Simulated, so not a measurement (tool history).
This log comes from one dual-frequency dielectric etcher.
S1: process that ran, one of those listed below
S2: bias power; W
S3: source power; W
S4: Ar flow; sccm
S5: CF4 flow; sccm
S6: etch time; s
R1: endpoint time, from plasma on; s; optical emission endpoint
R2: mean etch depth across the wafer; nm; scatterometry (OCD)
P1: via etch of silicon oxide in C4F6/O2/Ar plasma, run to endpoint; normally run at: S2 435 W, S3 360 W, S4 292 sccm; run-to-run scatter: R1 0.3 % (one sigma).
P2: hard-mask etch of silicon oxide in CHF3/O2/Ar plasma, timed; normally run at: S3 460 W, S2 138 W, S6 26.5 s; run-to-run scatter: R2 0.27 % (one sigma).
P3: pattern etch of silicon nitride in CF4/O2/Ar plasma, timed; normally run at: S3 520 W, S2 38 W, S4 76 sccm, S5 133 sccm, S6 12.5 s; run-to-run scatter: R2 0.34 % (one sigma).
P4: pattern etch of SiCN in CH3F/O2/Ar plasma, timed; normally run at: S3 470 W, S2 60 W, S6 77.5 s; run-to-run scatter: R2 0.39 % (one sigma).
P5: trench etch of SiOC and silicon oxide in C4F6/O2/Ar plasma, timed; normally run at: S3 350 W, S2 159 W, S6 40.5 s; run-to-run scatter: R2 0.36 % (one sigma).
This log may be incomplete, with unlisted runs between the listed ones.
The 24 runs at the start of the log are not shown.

| run | hour | S1 | S2 | S3 | S4 | S5 | S6 | R1 | R2 |
|---|---|---|---|---|---|---|---|---|---|
| 25 | 267.6 | P1 | 435 | 360 | 292 |  |  | 18.951 |  |
| 26 | 274.9 | P1 | 435 | 470 | 292 |  |  | 17.266 |  |
| 27 | 285.7 | P1 | 435 | 260 | 292 |  |  | 21.448 |  |
| 28 | 298.4 | P1 | 435 | 360 | 222 |  |  | 18.43 |  |
| 29 | 307.9 | P4 | 38 | 470 |  |  | 77.5 |  | 25.114 |
| 30 | 320.2 | P3 | 38 | 520 | 76 | 133 | 12.5 |  | 23.212 |
| 31 | 330.2 | P4 | 60 | 470 |  |  | 115.5 |  | 43.244 |
| 32 | 340.8 | P2 | 138 | 460 |  |  | 18.5 |  | 29.796 |
| 33 | 347.5 | P2 | 138 | 290 |  |  | 26.5 |  | 35.637 |
| 34 | 357 | P1 | 435 | 360 | 292 |  |  | 19.074 |  |
| 35 | 365.3 | P1 | 435 | 360 | 292 |  |  | 18.955 |  |
| 36 | 375.3 | P1 | 435 | 360 | 292 |  |  | 18.842 |  |
| 37 | 388.5 | P1 | 435 | 360 | 292 |  |  | 18.735 |  |

What will run 38 give?
| 38 | 397 | P1 | 435 | 360 | 292 |  |  | ? |  |

Run 38 produced R1 18.803 s.
